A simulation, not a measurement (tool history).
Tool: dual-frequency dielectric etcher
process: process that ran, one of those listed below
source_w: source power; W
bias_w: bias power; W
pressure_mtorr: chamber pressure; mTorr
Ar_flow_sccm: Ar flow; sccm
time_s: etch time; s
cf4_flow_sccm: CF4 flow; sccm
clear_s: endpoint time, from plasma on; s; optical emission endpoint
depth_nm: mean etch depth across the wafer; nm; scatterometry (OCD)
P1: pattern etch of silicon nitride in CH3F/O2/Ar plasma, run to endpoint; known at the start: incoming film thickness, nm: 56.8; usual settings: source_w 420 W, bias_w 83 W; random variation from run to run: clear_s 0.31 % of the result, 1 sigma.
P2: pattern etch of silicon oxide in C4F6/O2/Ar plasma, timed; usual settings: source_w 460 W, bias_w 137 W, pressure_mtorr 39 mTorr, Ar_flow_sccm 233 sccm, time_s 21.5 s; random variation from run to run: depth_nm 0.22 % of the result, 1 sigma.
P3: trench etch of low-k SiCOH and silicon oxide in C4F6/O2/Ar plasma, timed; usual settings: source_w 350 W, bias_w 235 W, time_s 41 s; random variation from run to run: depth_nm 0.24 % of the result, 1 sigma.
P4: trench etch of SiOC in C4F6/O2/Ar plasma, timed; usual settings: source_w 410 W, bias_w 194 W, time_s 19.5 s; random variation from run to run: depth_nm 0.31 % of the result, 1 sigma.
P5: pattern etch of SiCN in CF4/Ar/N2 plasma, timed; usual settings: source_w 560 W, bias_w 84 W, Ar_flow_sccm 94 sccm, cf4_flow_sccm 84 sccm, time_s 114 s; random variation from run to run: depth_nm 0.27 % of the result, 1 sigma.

run 1 hour=12.9 | process=P1 source_w=420 bias_w=83 | clear_s=74.452
run 2 hour=20.3 | process=P1 source_w=420 bias_w=108 | clear_s=67.987
run 3 hour=27.4 | process=P2 source_w=460 bias_w=137 pressure_mtorr=39 Ar_flow_sccm=233 time_s=31.5 | depth_nm=97.255
run 4 hour=37.4 | process=P5 source_w=560 bias_w=84 Ar_flow_sccm=94 time_s=114 cf4_flow_sccm=84 | depth_nm=128.01
run 5 hour=46.4 | process=P1 source_w=260 bias_w=83 | clear_s=89.67
run 6 hour=53.7 | process=P1 source_w=420 bias_w=83 | clear_s=74.876
run 7 hour=63.2 | process=P5 source_w=560 bias_w=84 Ar_flow_sccm=94 time_s=168 cf4_flow_sccm=84 | depth_nm=187.91
run 8 hour=74.9 | process=P5 source_w=560 bias_w=84 Ar_flow_sccm=128 time_s=114 cf4_flow_sccm=84 | depth_nm=122.41
run 9 hour=87 | process=P4 source_w=410 bias_w=194 time_s=19.5 | depth_nm=42.108
run 10 hour=101.7 | process=P5 source_w=560 bias_w=108 Ar_flow_sccm=94 time_s=114 cf4_flow_sccm=84 | depth_nm=138.74
run 11 hour=110.3 | process=P1 source_w=420 bias_w=83 | clear_s=74.324
run 12 hour=123.3 | process=P1 source_w=490 bias_w=83 | clear_s=70.162
run 13 hour=132.8 | process=P1 source_w=280 bias_w=59 | clear_s=97.625
run 14 hour=141.4 | process=P1 source_w=420 bias_w=83 | clear_s=74.647
run 15 hour=150.4 | process=P3 source_w=350 bias_w=235 time_s=41 | depth_nm=137.16
run 16 hour=160.4 | process=P1 source_w=420 bias_w=83 | clear_s=73.958
run 17 hour=170.4 | process=P5 source_w=560 bias_w=84 Ar_flow_sccm=94 time_s=114 cf4_flow_sccm=116 | depth_nm=132.7
run 18 hour=182.7 | process=P5 source_w=340 bias_w=84 Ar_flow_sccm=94 time_s=114 cf4_flow_sccm=84 | depth_nm=81.798
run 19 hour=195.4 | process=P3 source_w=350 bias_w=235 time_s=41 | depth_nm=137.93
run 20 hour=210 | process=P2 source_w=460 bias_w=137 pressure_mtorr=50.5 Ar_flow_sccm=233 time_s=21.5 | depth_nm=64.371
run 21 hour=220.5 | process=P2 source_w=460 bias_w=103 pressure_mtorr=39 Ar_flow_sccm=233 time_s=21.5 | depth_nm=61.076
run 22 hour=228.2 | process=P3 source_w=350 bias_w=318 time_s=41 | depth_nm=152.83
run 23 hour=235.4 | process=P4 source_w=410 bias_w=194 time_s=19.5 | depth_nm=42.16
run 24 hour=243.3 | process=P3 source_w=240 bias_w=235 time_s=41 | depth_nm=119.51
run 25 hour=256.3 | process=P4 source_w=260 bias_w=194 time_s=19.5 | depth_nm=35.38
run 26 hour=263.9 | process=P4 source_w=410 bias_w=194 time_s=13.5 | depth_nm=29.177
run 27 hour=270.4 | process=P1 source_w=420 bias_w=64 | clear_s=81.348
run 28 hour=280.2 | process=P2 source_w=460 bias_w=137 pressure_mtorr=39 Ar_flow_sccm=233 time_s=21.5 | depth_nm=66.259
run 29 hour=286.7 | process=P1 source_w=420 bias_w=83 | clear_s=74.068
run 30 hour=293.8 | process=P2 source_w=460 bias_w=137 pressure_mtorr=39 Ar_flow_sccm=233 time_s=21.5 | depth_nm=66.454
run 31 hour=305.5 | process=P3 source_w=350 bias_w=235 time_s=32 | depth_nm=107.01
run 32 hour=320.2 | process=P2 source_w=630 bias_w=137 pressure_mtorr=39 Ar_flow_sccm=233 time_s=21.5 | depth_nm=75.057
run 33 hour=333.3 | process=P4 source_w=410 bias_w=115 time_s=19.5 | depth_nm=35.921
run 34 hour=341.2 | process=P2 source_w=460 bias_w=137 pressure_mtorr=39 Ar_flow_sccm=160 time_s=21.5 | depth_nm=69.215
run 35 hour=350 | process=P1 source_w=420 bias_w=83 | clear_s=74.435
run 36 hour=363.4 | process=P1 source_w=420 bias_w=83 | clear_s=74.534
run 37 hour=375.1 | process=P1 source_w=420 bias_w=83 | clear_s=75.332
run 38 hour=385.9 | process=P1 source_w=420 bias_w=83 | clear_s=75.168
run 39 hour=392.7 | process=P1 source_w=420 bias_w=83 | clear_s=75.458
run 40 hour=406.5 | process=P1 source_w=420 bias_w=83 | clear_s=75.341
-- hour=412.9 wet clean of the chamber
run 41 hour=420.4 | process=P1 source_w=420 bias_w=83 | clear_s=75.428
run 42 hour=430.2 | process=P1 source_w=420 bias_w=83 | clear_s=75.783
run 43 hour=440 | process=P1 source_w=420 bias_w=83 | clear_s=75.801

What P1 gives has crept away from where it was. These 2 causes fit the log equally well, each at the size given:
A: bias power that arrives under what is set, % = 4.67
B: source power that arrives under what is set, % = 4.36
The creep began at about hour 363.4.
Why every other cause is out:
chamber walls in a state that lowers the etch rate, %: serviced at hour 412.9, which brought nothing back

4 check runs are offered, one wafer each, their results left as question marks. Which one tells the causes apart?
run check 1 hour=449.8 | process=P3 source_w=260 bias_w=235 time_s=41 | depth_nm=?
run check 2 hour=449.8 | process=P2 source_w=570 bias_w=137 pressure_mtorr=39 Ar_flow_sccm=233 time_s=21.5 | depth_nm=?
run check 3 hour=449.8 | process=P5 source_w=370 bias_w=84 Ar_flow_sccm=94 time_s=156.5 cf4_flow_sccm=84 | depth_nm=?
run check 4 hour=449.8 | process=P4 source_w=410 bias_w=135 time_s=19.5 | depth_nm=?

What each check would give under each cause:
check=check_1 result=depth_nm if_A=120.88 if_B=120.81
check=check_2 result=depth_nm if_A=71.282 if_B=70.988
check=check_3 result=depth_nm if_A=119.51 if_B=116.86
check=check_4 result=depth_nm if_A=37.131 if_B=36.997
How far apart the two closest causes lie, in the result that separates them most: check 1 0.06 %; check 2 0.41 %; check 3 2.24 %; check 4 0.36 %
Only check 3 tells the causes apart: in the others they would give nearly the same result.

Check 3 was then run and gave: depth_nm 119.69 nm. Which cause is it?

It is A: bias power that arrives under what is set, %.

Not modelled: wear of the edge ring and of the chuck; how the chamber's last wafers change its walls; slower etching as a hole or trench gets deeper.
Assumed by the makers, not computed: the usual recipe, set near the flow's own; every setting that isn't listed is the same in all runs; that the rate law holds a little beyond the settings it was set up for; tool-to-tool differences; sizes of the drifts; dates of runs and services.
